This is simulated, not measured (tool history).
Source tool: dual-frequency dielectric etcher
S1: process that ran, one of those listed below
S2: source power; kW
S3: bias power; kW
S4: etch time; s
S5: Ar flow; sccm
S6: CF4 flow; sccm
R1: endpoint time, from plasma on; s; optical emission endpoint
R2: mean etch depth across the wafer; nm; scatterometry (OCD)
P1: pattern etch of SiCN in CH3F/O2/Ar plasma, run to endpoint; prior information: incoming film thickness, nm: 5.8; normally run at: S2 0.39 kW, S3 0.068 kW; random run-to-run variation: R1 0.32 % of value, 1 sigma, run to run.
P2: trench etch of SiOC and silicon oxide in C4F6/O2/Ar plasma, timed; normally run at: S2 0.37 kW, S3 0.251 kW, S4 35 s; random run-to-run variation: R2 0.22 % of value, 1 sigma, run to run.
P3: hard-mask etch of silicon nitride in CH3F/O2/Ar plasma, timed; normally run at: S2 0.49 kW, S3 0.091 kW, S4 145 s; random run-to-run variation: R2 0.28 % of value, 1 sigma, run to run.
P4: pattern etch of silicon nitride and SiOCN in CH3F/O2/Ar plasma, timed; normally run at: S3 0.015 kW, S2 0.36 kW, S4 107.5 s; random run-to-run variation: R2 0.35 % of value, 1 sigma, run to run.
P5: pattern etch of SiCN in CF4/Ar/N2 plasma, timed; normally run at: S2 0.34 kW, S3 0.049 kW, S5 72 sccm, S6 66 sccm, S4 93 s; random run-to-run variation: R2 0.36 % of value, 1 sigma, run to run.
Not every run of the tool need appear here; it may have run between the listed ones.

run	hour	S1	S2	S3	S4	S5	S6	R1	R2
1	4.9	P1	0.39	0.068				15.751	
2	11	P3	0.35	0.091	145				105.41
3	16.6	P2	0.37	0.348	35				83.773
4	21.1	P5	0.34	0.049	93	72	88		58.632
5	28	P4	0.36	0.015	107.5				12.014
6	33	P1	0.39	0.051				17.234	
7	36.2	P4	0.36	0.015	76				8.447
8	39.6	P5	0.34	0.049	136.5	72	66		82.591
9	43.3	P2	0.37	0.251	35				74.805
10	49.7	P2	0.26	0.251	35				65.244
11	53.3	P1	0.39	0.068				15.671	
12	59.5	P4	0.22	0.015	107.5				10.089
13	63.7	P4	0.36	0.019	107.5				13.241
14	67.3	P1	0.55	0.068				13.752	
15	71.2	P3	0.49	0.091	145				119.36
16	77.7	P1	0.39	0.082				14.604	
17	82.9	P3	0.49	0.091	145				119.14
18	86.2	P1	0.39	0.068				15.67	
19	89.7	P3	0.49	0.091	193				159.02
20	95.3	P3	0.49	0.055	145				100.71
21	99.6	P1	0.5	0.091				12.849	
22	104.9	P5	0.34	0.068	93	72	66		62.392
23	110.3	P5	0.34	0.049	93	72	66		56.456
24	114.6	P5	0.46	0.049	93	72	66		74.146
25	119	P1	0.29	0.068				17.585	
26	124.5	P1	0.39	0.068				15.685	
27	128	P2	0.37	0.251	52.5				111.98
28	133.2	P1	0.39	0.068				15.755	
29	139.9	P5	0.34	0.049	93	89	66		54.287
30	145.1	P1	0.39	0.068				15.629	
31	150.1	P1	0.39	0.068				15.599	
32	156.4	P1	0.39	0.068				15.515	
33	160.2	P1	0.39	0.068				15.46	
34	163.2	P1	0.39	0.068				15.461	
35	166.3	P1	0.39	0.068				15.518	
36	170.3	P1	0.39	0.068				15.372	
# hour 171.4: wet clean of the chamber
37	173.7	P1	0.39	0.068				15.393	
38	179.7	P1	0.39	0.068				15.41	
39	185.9	P1	0.39	0.068				15.36	

What P1 gives has crept away from where it was. These 2 causes fit the log equally well, each at the size given:
A: bias power that arrives over what is set, % = 4.66
B: source power that arrives over what is set, % = 4.33
Onset of the creep was near hour 145.1.
The rest of the possible causes, and what rules out each one:
chamber walls in a state that raises the etch rate, %: was serviced at hour 171.4, once the creep was under way, yet the earlier output never came back

Consider the 4 check runs below, whose results appear as question marks and each of which averages 2 wafers. Which one distinguishes the causes, in that each cause would give it a clearly different result?
check 1	192.1	P2	0.37	0.329	49.5				?
check 2	192.1	P3	0.49	0.066	145				?
check 3	192.1	P4	0.24	0.015	107.5				?
check 4	192.1	P5	0.44	0.067	93	72	66		?

Check results expected under each cause:
check	result	if A	if B
check 1	R2	117.78	117.74
check 2	R2	108.59	108.71
check 3	R2	10.639	10.592
check 4	R2	79.473	81.277
Per check, the gap between the least separated pair of causes, taken in the result that splits them most: check 1 0.04 %; check 2 0.11 %; check 3 0.45 %; check 4 2.24 %
The causes can be told apart only by check 4. The other checks would give nearly the same results under each of them.

The results of check 4 are: R2 81.395 nm. Based on these, which of the listed causes is it?

Of the candidate causes, it is B: source power that arrives over what is set, %.
